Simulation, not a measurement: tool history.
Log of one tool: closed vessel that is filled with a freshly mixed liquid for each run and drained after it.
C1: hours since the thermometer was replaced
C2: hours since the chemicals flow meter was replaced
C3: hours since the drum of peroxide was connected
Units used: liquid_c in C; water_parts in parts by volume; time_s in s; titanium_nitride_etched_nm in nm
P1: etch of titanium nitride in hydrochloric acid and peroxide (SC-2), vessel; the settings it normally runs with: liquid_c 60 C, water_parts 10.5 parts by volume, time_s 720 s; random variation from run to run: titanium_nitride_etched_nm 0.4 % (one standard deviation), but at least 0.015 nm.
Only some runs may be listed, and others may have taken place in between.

{"run": 1, "hour": 3.6, "liquid_c": 60, "water_parts": 10.5, "time_s": 720, "C1": 1391.4, "C2": 93.7, "C3": 150.3, "titanium_nitride_etched_nm": 34.33}
{"run": 2, "hour": 5.7, "liquid_c": 60, "water_parts": 5.5, "time_s": 1230, "C1": 1393.5, "C2": 95.8, "C3": 152.4, "titanium_nitride_etched_nm": 98.217}
{"run": 3, "hour": 7.9, "liquid_c": 60, "water_parts": 10.5, "time_s": 720, "C1": 1395.7, "C2": 98, "C3": 154.6, "titanium_nitride_etched_nm": 34.216}
{"hour": 9.0, "done": "chemicals flow meter replaced"}
{"run": 4, "hour": 10.2, "liquid_c": 60, "water_parts": 4, "time_s": 720, "C1": 1398, "C2": 1.3, "C3": 156.9, "titanium_nitride_etched_nm": 72.594}
{"run": 5, "hour": 14.1, "liquid_c": 60, "water_parts": 10.5, "time_s": 720, "C1": 1401.9, "C2": 5.2, "C3": 160.8, "titanium_nitride_etched_nm": 34.433}
{"run": 6, "hour": 17.2, "liquid_c": 60, "water_parts": 10.5, "time_s": 720, "C1": 1405, "C2": 8.3, "C3": 163.9, "titanium_nitride_etched_nm": 34.371}
{"hour": 20.1, "done": "new drum of peroxide connected"}
{"run": 7, "hour": 20.4, "liquid_c": 60, "water_parts": 18, "time_s": 720, "C1": 1408.2, "C2": 11.5, "C3": 0.4, "titanium_nitride_etched_nm": 21.454}
{"run": 8, "hour": 23.3, "liquid_c": 60, "water_parts": 10.5, "time_s": 720, "C1": 1411.1, "C2": 14.4, "C3": 3.3, "titanium_nitride_etched_nm": 34.247}
{"run": 9, "hour": 27.6, "liquid_c": 60, "water_parts": 10.5, "time_s": 1380, "C1": 1415.4, "C2": 18.7, "C3": 7.6, "titanium_nitride_etched_nm": 66.393}
{"run": 10, "hour": 29.7, "liquid_c": 60, "water_parts": 10.5, "time_s": 390, "C1": 1417.5, "C2": 20.8, "C3": 9.7, "titanium_nitride_etched_nm": 18.736}
{"run": 11, "hour": 32.5, "liquid_c": 72, "water_parts": 10.5, "time_s": 720, "C1": 1420.3, "C2": 23.6, "C3": 12.5, "titanium_nitride_etched_nm": 70.976}
{"run": 12, "hour": 35.5, "liquid_c": 48, "water_parts": 10.5, "time_s": 720, "C1": 1423.3, "C2": 26.6, "C3": 15.5, "titanium_nitride_etched_nm": 15.801}
{"run": 13, "hour": 39.7, "liquid_c": 60, "water_parts": 10.5, "time_s": 720, "C1": 1427.5, "C2": 30.8, "C3": 19.7, "titanium_nitride_etched_nm": 34.373}
{"run": 14, "hour": 43.4, "liquid_c": 60, "water_parts": 10.5, "time_s": 720, "C1": 1431.2, "C2": 34.5, "C3": 23.4, "titanium_nitride_etched_nm": 32.733}
{"run": 15, "hour": 46.9, "liquid_c": 60, "water_parts": 10.5, "time_s": 720, "C1": 1434.7, "C2": 38, "C3": 26.9, "titanium_nitride_etched_nm": 31.877}
{"run": 16, "hour": 49.4, "liquid_c": 60, "water_parts": 10.5, "time_s": 720, "C1": 1437.2, "C2": 40.5, "C3": 29.4, "titanium_nitride_etched_nm": 31.694}
{"hour": 49.5, "done": "new drum of peroxide connected"}
{"run": 17, "hour": 51.7, "liquid_c": 60, "water_parts": 10.5, "time_s": 720, "C1": 1439.5, "C2": 42.8, "C3": 2.3, "titanium_nitride_etched_nm": 31.569}
{"run": 18, "hour": 54.4, "liquid_c": 60, "water_parts": 10.5, "time_s": 720, "C1": 1442.2, "C2": 45.5, "C3": 5, "titanium_nitride_etched_nm": 31.136}
{"run": 19, "hour": 56.4, "liquid_c": 60, "water_parts": 10.5, "time_s": 720, "C1": 1444.2, "C2": 47.5, "C3": 7, "titanium_nitride_etched_nm": 31.169}
{"run": 20, "hour": 58.4, "liquid_c": 60, "water_parts": 10.5, "time_s": 720, "C1": 1446.2, "C2": 49.5, "C3": 9, "titanium_nitride_etched_nm": 31.027}
{"run": 21, "hour": 60.9, "liquid_c": 60, "water_parts": 10.5, "time_s": 720, "C1": 1448.7, "C2": 52, "C3": 11.5, "titanium_nitride_etched_nm": 30.857}

Something has made what P1 gives creep away from where it was; the 2 causes below, each at its own stated size, fit the log equally well:
A: liquid colder than its thermometer reads (K) = 1.64
B: chemicals flow below the setpoint (%) = 11.5
The gradual shift began around hour 39.7.
What rules out each remaining cause:
peroxide weaker than its label (%): serviced after onset, at hour 49.5, with no recovery of the prior output

The list below offers 4 check runs, each averaging the results of 2 wafers, and shows each result as a question mark. For which of them would the listed causes give clearly different results?
{"run": "check 1", "hour": 63.4, "liquid_c": 60, "water_parts": 4, "time_s": 720, "titanium_nitride_etched_nm": "?"}
{"run": "check 2", "hour": 63.4, "liquid_c": 69.5, "water_parts": 10.5, "time_s": 400, "titanium_nitride_etched_nm": "?"}
{"run": "check 3", "hour": 63.4, "liquid_c": 68, "water_parts": 10.5, "time_s": 720, "titanium_nitride_etched_nm": "?"}
{"run": "check 4", "hour": 63.4, "liquid_c": 51, "water_parts": 17.5, "time_s": 720, "titanium_nitride_etched_nm": "?"}

Expected result of each check under each candidate cause:
check=check_1 result=titanium_nitride_etched_nm if_A=64.742 if_B=66.068
check=check_2 result=titanium_nitride_etched_nm if_A=30.993 if_B=30.813
check=check_3 result=titanium_nitride_etched_nm if_A=50.976 if_B=50.722
check=check_4 result=titanium_nitride_etched_nm if_A=11.086 if_B=11.074
Per check, the gap between the least separated pair of causes, taken in the result that splits them most: check 1 2.03 %; check 2 0.58 %; check 3 0.5 %; check 4 0.11 %
Check 1 is the one run that separates the causes; every other check would come out nearly the same whichever cause is at work.

Check 1 has now been run. It gave: titanium_nitride_etched_nm 66.243 nm. Which of the candidate causes is it?

It was cause B: chemicals flow below the setpoint (%).

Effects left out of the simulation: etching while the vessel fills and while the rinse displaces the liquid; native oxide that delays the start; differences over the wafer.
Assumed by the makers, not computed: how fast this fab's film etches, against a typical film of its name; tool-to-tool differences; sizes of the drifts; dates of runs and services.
